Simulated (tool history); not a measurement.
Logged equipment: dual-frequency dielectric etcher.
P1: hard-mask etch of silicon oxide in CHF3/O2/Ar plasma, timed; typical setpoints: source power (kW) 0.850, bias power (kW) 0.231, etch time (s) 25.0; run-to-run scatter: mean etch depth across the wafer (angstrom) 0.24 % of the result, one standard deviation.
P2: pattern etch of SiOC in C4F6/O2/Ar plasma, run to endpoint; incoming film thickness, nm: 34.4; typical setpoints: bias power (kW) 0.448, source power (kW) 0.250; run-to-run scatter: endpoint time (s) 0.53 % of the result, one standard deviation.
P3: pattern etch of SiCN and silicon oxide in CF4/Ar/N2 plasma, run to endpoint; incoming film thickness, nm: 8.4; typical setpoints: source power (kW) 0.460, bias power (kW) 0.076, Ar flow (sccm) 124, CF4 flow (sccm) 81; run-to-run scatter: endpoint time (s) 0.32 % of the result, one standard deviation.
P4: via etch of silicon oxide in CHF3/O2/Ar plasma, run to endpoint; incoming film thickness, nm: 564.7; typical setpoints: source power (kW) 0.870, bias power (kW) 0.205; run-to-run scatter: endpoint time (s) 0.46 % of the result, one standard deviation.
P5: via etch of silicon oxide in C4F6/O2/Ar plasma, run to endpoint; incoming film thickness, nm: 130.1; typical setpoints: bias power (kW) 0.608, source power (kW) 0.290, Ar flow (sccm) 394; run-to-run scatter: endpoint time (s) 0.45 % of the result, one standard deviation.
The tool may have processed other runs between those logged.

run	day	process that ran	source power (kW)	bias power (kW)	etch time (s)	Ar flow (sccm)	CF4 flow (sccm)	hours since the last wet clean	hours since the last source power generator calibration	hours since the last bias power generator calibration	mean etch depth across the wafer (angstrom)	endpoint time (s)
1	0.200	P1	0.850	0.231	25.0			199.3	3362.9	3256.2	607.51	
2	0.388	P1	0.850	0.231	25.0			203.8	3367.4	3260.7	606.52	
3	0.617	P1	0.850	0.231	37.5			209.3	3372.9	3266.2	916.49	
4	0.804	P1	0.640	0.231	25.0			213.8	3377.4	3270.7	546.40	
5	1.075	P3	0.460	0.076		163	81	220.3	3383.9	3277.2		9.7165
6	1.329	P3	0.460	0.076		124	66	226.4	3390.0	3283.3		9.6668
7	1.633	P1	0.850	0.231	25.0			233.7	3397.3	3290.6	606.74	
8	1.883	P1	0.850	0.231	25.0			239.7	3403.3	3296.6	607.92	
9	2.050	P1	0.850	0.317	18.0			243.7	3407.3	3300.6	493.01	
10	2.225	P5	0.380	0.608		394		247.9	3411.5	3304.8		27.0760
11	2.546	P3	0.350	0.076		124	81	255.6	3419.2	3312.5		11.9360
12	2.696	P2	0.250	0.261				259.2	3422.8	3316.1		17.3830
13	2.971	P1	0.850	0.231	25.0			265.8	3429.4	3322.7	607.26	
14	3.167	P3	0.460	0.107		124	81	270.5	3434.1	3327.4		8.2562
15	3.379	P1	0.850	0.231	16.5			275.6	3439.2	3332.5	400.39	
16	3.658	P4	0.650	0.205				282.3	3445.9	3339.2		263.7300
17	3.946	P1	1.010	0.231	25.0			289.2	3452.8	3346.1	649.26	
18	4.238	P2	0.330	0.448				296.2	3459.8	3353.1		12.9210
19	4.408	P5	0.290	0.414		394		300.3	3463.9	3357.2		34.5910
20	4.662	P2	0.250	0.448				306.4	3470.0	3363.3		14.4310
21	4.992	P1	0.850	0.134	25.0			314.3	3477.9	3371.2	510.53	
22	5.192	P4	0.870	0.205				319.1	3482.7	3376.0		235.6900
23	5.450	P4	0.870	0.273				325.3	3488.9	3382.2		214.7700
24	5.617	P1	0.850	0.309	25.0			329.3	3492.9	3386.2	677.16	
25	5.812	P3	0.460	0.076		124	81	334.0	3497.6	3390.9		9.2567
26	5.979	P5	0.290	0.608		394		338.0	3501.6	3394.9		29.9810
27	6.167	P2	0.250	0.448				342.5	3506.1	3399.4		14.3780
28	6.354	P5	0.290	0.608		312		347.0	3510.6	3403.9		29.0540
29	6.538	P4	0.870	0.205				351.4	3515.0	3408.3		237.6800
30	6.867	P3	0.460	0.076		124	81	359.3	3522.9	3416.2		9.3145
31	7.017	P1	0.850	0.231	25.0			362.9	3526.5	3419.8	605.56	
32	7.200	P1	0.850	0.231	25.0			367.3	3530.9	3424.2	607.95	
33	7.496	P1	0.850	0.231	25.0			374.4	3538.0	3431.3	601.66	
34	7.688	P1	0.850	0.231	25.0			379.0	3542.6	3435.9	602.32	
35	7.958	P1	0.850	0.231	25.0			385.5	3549.1	3442.4	602.43	
# day 8.075: wet clean of the chamber
36	8.279	P1	0.850	0.231	25.0			5.0	3556.8	3450.1	601.01	
37	8.429	P1	0.850	0.231	25.0			8.6	3560.4	3453.7	598.31	
38	8.588	P1	0.850	0.231	25.0			12.4	3564.2	3457.5	599.70	

The log shows P1 creeping away from where it was. Any of the 2 causes listed here, at the size stated for it, fits the log just as well as the others:
A: bias power that arrives under what is set, % = 4.33
B: source power that arrives under what is set, % = 3.93
The drift started at roughly day 7.200.
Ruled out, with reasons:
chamber walls in a state that lowers the etch rate, %: work on it at day 8.075, done after the drift set in, did not restore what the process gave before

Of the 4 check runs below, each run on 2 wafers with the results averaged and each result still a question mark, which one would tell the listed causes apart?
check 1	8.746	P4	0.870	0.205								?
check 2	8.746	P5	0.290	0.608		394						?
check 3	8.746	P3	0.460	0.076		124	81					?
check 4	8.746	P2	0.250	0.448								?

How each check would come out, cause by cause:
check	result	if A	if B
check 1	endpoint time (s)	240.2100	240.3300
check 2	endpoint time (s)	30.5220	30.4430
check 3	endpoint time (s)	9.4636	9.6558
check 4	endpoint time (s)	14.5330	14.5060
Minimum pairwise separation of causes per check, each pair taken at its best-separating result: check 1 0.05 %; check 2 0.26 %; check 3 2.01 %; check 4 0.19 %
Check 3 distinguishes between the causes, while the remaining checks would return nearly the same result for all of them.

Check 3 was carried out, with these results: endpoint time (s) 9.6947. Which of the listed causes is responsible?

Of the candidate causes, it is B: source power that arrives under what is set, %.
